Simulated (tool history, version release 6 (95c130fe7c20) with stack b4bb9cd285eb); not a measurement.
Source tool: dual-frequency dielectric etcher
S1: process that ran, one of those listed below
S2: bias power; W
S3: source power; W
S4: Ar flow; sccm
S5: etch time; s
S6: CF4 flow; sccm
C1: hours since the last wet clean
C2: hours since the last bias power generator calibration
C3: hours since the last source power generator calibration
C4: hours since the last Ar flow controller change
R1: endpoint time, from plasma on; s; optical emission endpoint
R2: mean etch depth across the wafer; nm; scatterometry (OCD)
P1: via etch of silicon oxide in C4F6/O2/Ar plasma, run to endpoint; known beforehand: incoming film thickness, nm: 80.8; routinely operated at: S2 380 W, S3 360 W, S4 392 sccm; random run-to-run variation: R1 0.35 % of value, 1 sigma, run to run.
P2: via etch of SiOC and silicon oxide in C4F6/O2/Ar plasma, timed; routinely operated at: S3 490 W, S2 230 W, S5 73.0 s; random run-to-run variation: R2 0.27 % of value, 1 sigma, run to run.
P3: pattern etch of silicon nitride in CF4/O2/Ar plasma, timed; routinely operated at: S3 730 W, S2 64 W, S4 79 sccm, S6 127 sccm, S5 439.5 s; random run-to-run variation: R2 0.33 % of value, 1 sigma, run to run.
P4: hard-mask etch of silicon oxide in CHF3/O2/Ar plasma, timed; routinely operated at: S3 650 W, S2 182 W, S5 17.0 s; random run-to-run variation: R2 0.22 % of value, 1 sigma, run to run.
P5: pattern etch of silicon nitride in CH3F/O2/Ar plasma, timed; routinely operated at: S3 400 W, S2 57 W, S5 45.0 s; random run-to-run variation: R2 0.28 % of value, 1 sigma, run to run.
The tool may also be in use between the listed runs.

| run | hour | S1 | S2 | S3 | S4 | S5 | S6 | C1 | C2 | C3 | C4 | R1 | R2 |
|---|---|---|---|---|---|---|---|---|---|---|---|---|---|
| 1 | 4.3 | P1 | 380 | 360 | 392 |  |  | 145.1 | 2761.3 | 767.6 | 2054.0 | 21.413 |  |
| 2 | 9.3 | P5 | 57 | 300 |  | 45.0 |  | 150.1 | 2766.3 | 772.6 | 2059.0 |  | 26.183 |
| 3 | 14.3 | P1 | 380 | 420 | 290 |  |  | 155.1 | 2771.3 | 777.6 | 2064.0 | 19.610 |  |
| 4 | 19.9 | P5 | 46 | 400 |  | 45.0 |  | 160.7 | 2776.9 | 783.2 | 2069.6 |  | 27.423 |
| 5 | 25.7 | P3 | 64 | 730 | 79 | 439.5 | 75 | 166.5 | 2782.7 | 789.0 | 2075.4 |  | 1288.000 |
| 6 | 31.2 | P4 | 182 | 650 |  | 17.0 |  | 172.0 | 2788.2 | 794.5 | 2080.9 |  | 35.026 |
| 7 | 36.1 | P2 | 230 | 490 |  | 73.0 |  | 176.9 | 2793.1 | 799.4 | 2085.8 |  | 100.900 |
|  | 36.8 | wet clean of the chamber |
| 8 | 41.9 | P2 | 230 | 490 |  | 40.0 |  | 5.1 | 2798.9 | 805.2 | 2091.6 |  | 55.699 |
| 9 | 51.3 | P5 | 57 | 400 |  | 31.5 |  | 14.5 | 2808.3 | 814.6 | 2101.0 |  | 20.604 |
| 10 | 57.7 | P3 | 49 | 730 | 79 | 439.5 | 127 | 20.9 | 2814.7 | 821.0 | 2107.4 |  | 1248.000 |
| 11 | 63.3 | P3 | 64 | 730 | 51 | 439.5 | 127 | 26.5 | 2820.3 | 826.6 | 2113.0 |  | 1416.900 |
| 12 | 69.9 | P1 | 380 | 360 | 283 |  |  | 33.1 | 2826.9 | 833.2 | 2119.6 | 20.668 |  |
| 13 | 79.2 | P1 | 380 | 360 | 392 |  |  | 42.4 | 2836.2 | 842.5 | 2128.9 | 21.531 |  |
| 14 | 88.4 | P2 | 230 | 490 |  | 73.0 |  | 51.6 | 2845.4 | 851.7 | 2138.1 |  | 101.010 |
| 15 | 94.4 | P3 | 64 | 910 | 79 | 439.5 | 127 | 57.6 | 2851.4 | 857.7 | 2144.1 |  | 1660.600 |
|  | 94.7 | Ar flow controller replaced |
|  | 95.5 | bias power generator calibrated |
| 16 | 103.0 | P4 | 182 | 650 |  | 17.0 |  | 66.2 | 7.5 | 866.3 | 8.4 |  | 34.884 |
| 17 | 108.2 | P1 | 300 | 360 | 392 |  |  | 71.4 | 12.7 | 871.5 | 13.6 | 23.406 |  |
| 18 | 116.5 | P1 | 380 | 360 | 392 |  |  | 79.7 | 21.0 | 879.8 | 21.9 | 21.459 |  |
| 19 | 121.2 | P3 | 64 | 730 | 79 | 439.5 | 127 | 84.4 | 25.7 | 884.5 | 26.6 |  | 1366.800 |
| 20 | 128.6 | P1 | 380 | 360 | 392 |  |  | 91.8 | 33.1 | 891.9 | 34.0 | 21.449 |  |
| 21 | 136.1 | P4 | 112 | 650 |  | 17.0 |  | 99.3 | 40.6 | 899.4 | 41.5 |  | 29.969 |
| 22 | 142.7 | P4 | 182 | 440 |  | 17.0 |  | 105.9 | 47.2 | 906.0 | 48.1 |  | 30.028 |
| 23 | 148.7 | P1 | 380 | 500 | 392 |  |  | 111.9 | 53.2 | 912.0 | 54.1 | 18.991 |  |
| 24 | 155.6 | P4 | 182 | 650 |  | 23.5 |  | 118.8 | 60.1 | 918.9 | 61.0 |  | 48.417 |
| 25 | 159.9 | P3 | 64 | 730 | 79 | 566.0 | 127 | 123.1 | 64.4 | 923.2 | 65.3 |  | 1760.900 |
| 26 | 167.1 | P1 | 380 | 240 | 392 |  |  | 130.3 | 71.6 | 930.4 | 72.5 | 24.964 |  |
| 27 | 175.1 | P2 | 230 | 300 |  | 73.0 |  | 138.3 | 79.6 | 938.4 | 80.5 |  | 84.002 |
| 28 | 179.6 | P1 | 514 | 360 | 392 |  |  | 142.8 | 84.1 | 942.9 | 85.0 | 19.143 |  |
| 29 | 186.9 | P1 | 380 | 360 | 392 |  |  | 150.1 | 91.4 | 950.2 | 92.3 | 21.409 |  |
| 30 | 195.4 | P2 | 143 | 490 |  | 73.0 |  | 158.6 | 99.9 | 958.7 | 100.8 |  | 87.000 |
| 31 | 203.3 | P1 | 380 | 360 | 486 |  |  | 166.5 | 107.8 | 966.6 | 108.7 | 21.876 |  |
| 32 | 209.5 | P5 | 57 | 400 |  | 45.0 |  | 172.7 | 114.0 | 972.8 | 114.9 |  | 29.319 |
| 33 | 217.9 | P1 | 380 | 360 | 392 |  |  | 181.1 | 122.4 | 981.2 | 123.3 | 21.370 |  |
| 34 | 222.1 | P1 | 380 | 360 | 392 |  |  | 185.3 | 126.6 | 985.4 | 127.5 | 21.720 |  |
| 35 | 231.0 | P1 | 380 | 360 | 392 |  |  | 194.2 | 135.5 | 994.3 | 136.4 | 21.783 |  |
| 36 | 235.3 | P1 | 380 | 360 | 392 |  |  | 198.5 | 139.8 | 998.6 | 140.7 | 21.892 |  |
|  | 243.9 | wet clean of the chamber |
| 37 | 244.3 | P1 | 380 | 360 | 392 |  |  | 0.4 | 148.8 | 1007.6 | 149.7 | 21.707 |  |
| 38 | 248.4 | P1 | 380 | 360 | 392 |  |  | 4.5 | 152.9 | 1011.7 | 153.8 | 21.917 |  |
| 39 | 252.6 | P1 | 380 | 360 | 392 |  |  | 8.7 | 157.1 | 1015.9 | 158.0 | 21.813 |  |

The output of P1 has drifted from where it used to be. Each of the 2 causes below, taken at the size shown beside it, accounts for the log equally well:
A: source power that arrives under what is set, % = 4.61
B: bias power that arrives under what is set, % = 4.78
The process output started creeping at around hour 217.9.
The rest of the possible causes, and what rules out each one:
chamber walls in a state that lowers the etch rate, %: was serviced at hour 243.9, once the creep was under way, yet the earlier output never came back
Ar flow that arrives over what is set, %: capped at 8; at that size R1 would change by +0.9 %, too little to explain the creep or opposite to it

The check runs listed below each take one wafer, and their results are still question marks. Under which run would the listed causes lead to clearly different results?
| check 1 | 256.8 | P5 | 57 | 400 |  | 45.0 |  |  |  |  |  |  | ? |
| check 2 | 256.8 | P4 | 182 | 650 |  | 17.0 |  |  |  |  |  |  | ? |
| check 3 | 256.8 | P3 | 64 | 730 | 79 | 439.5 | 127 |  |  |  |  |  | ? |
| check 4 | 256.8 | P2 | 230 | 490 |  | 73.0 |  |  |  |  |  |  | ? |

What every check run would give for each of its results, assuming each possible cause in turn:
| check | result | if A | if B |
|---|---|---|---|
| check 1 | R2 | 28.730 | 28.800 |
| check 2 | R2 | 34.308 | 34.367 |
| check 3 | R2 | 1311.500 | 1342.800 |
| check 4 | R2 | 99.503 | 99.686 |
Per check, the gap between the least separated pair of causes, taken in the result that splits them most: check 1 0.24 %; check 2 0.17 %; check 3 2.36 %; check 4 0.18 %
Only in check 3 would the causes give clearly different results; in the remaining checks their results would be nearly the same.

Check 3 was carried out, with these results: R2 1304.700 nm. Which of the listed causes is responsible?

It is A: source power that arrives under what is set, %.
